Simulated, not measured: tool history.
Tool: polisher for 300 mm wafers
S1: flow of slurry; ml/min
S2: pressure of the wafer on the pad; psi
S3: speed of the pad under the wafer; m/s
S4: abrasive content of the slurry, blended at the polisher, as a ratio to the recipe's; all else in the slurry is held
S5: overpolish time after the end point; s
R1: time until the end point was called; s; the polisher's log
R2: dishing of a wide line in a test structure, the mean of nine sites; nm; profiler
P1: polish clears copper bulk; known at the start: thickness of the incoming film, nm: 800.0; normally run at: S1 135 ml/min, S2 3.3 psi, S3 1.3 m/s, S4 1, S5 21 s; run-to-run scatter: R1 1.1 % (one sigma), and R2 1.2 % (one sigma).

Run 1, hour 15.4: S1 135 ml/min, S2 3.3 psi, S3 1.3 m/s, S4 1, S5 21 s. Result: R1 48.306 s, R2 147.15 nm.
Run 2, hour 27.8: S1 135 ml/min, S2 1.5 psi, S3 1.3 m/s, S4 1, S5 21 s. Result: R1 108.25 s, R2 81.584 nm.
Run 3, hour 41.8: S1 135 ml/min, S2 3.3 psi, S3 1.3 m/s, S4 0.5, S5 21 s. Result: R1 54.819 s, R2 133.6 nm.
Run 4, hour 52.1: S1 135 ml/min, S2 5 psi, S3 1.3 m/s, S4 1.25, S5 21 s. Result: R1 29.776 s, R2 191.38 nm.
Run 5, hour 70.6: S1 135 ml/min, S2 3.3 psi, S3 0.64 m/s, S4 1, S5 21 s. Result: R1 98.244 s, R2 97.159 nm.
Run 6, hour 80.5: S1 135 ml/min, S2 4.3 psi, S3 1.3 m/s, S4 1, S5 21 s. Result: R1 37.003 s, R2 174.25 nm.
Run 7, hour 97.7: S1 135 ml/min, S2 5 psi, S3 0.8 m/s, S4 1, S5 21 s. Result: R1 50.981 s, R2 154.35 nm.
Run 8, hour 115.4: S1 135 ml/min, S2 3.3 psi, S3 1.3 m/s, S4 1, S5 21 s. Result: R1 47.499 s, R2 145.94 nm.
Run 9, hour 127.4: S1 135 ml/min, S2 3.3 psi, S3 1.3 m/s, S4 1, S5 21 s. Result: R1 47.772 s, R2 143.19 nm.
Run 10, hour 144.7: S1 135 ml/min, S2 3.3 psi, S3 1.64 m/s, S4 1, S5 21 s. Result: R1 37.795 s, R2 161.03 nm.
Run 11, hour 161.3: S1 135 ml/min, S2 3.3 psi, S3 1.3 m/s, S4 1, S5 41 s. Result: R1 48.923 s, R2 187.26 nm.
Run 12, hour 174.9: S1 175 ml/min, S2 3.3 psi, S3 1.3 m/s, S4 1, S5 21 s. Result: R1 45.681 s, R2 149.09 nm.
Run 13, hour 186.5: S1 135 ml/min, S2 3.3 psi, S3 1.3 m/s, S4 1, S5 6 s. Result: R1 48.549 s, R2 65.758 nm.
Run 14, hour 200.8: S1 135 ml/min, S2 3.3 psi, S3 1.3 m/s, S4 1.5, S5 21 s. Result: R1 43.689 s, R2 155.26 nm.
Run 15, hour 211.9: S1 135 ml/min, S2 3.3 psi, S3 2 m/s, S4 0.6, S5 21 s. Result: R1 34.737 s, R2 169.24 nm.
Run 16, hour 226.8: S1 135 ml/min, S2 3.3 psi, S3 1.3 m/s, S4 1, S5 21 s. Result: R1 47.616 s, R2 146.84 nm.

Run 17 comes next. What will it give?
At hour 239.3: slurry nozzle cleaned.
Run 17, hour 242.1: S1 80 ml/min, S2 3.3 psi, S3 1.3 m/s, S4 1, S5 21 s. Result: R1 ?, R2 ?.

R1: 54.495 s
R2: 139.23 nm
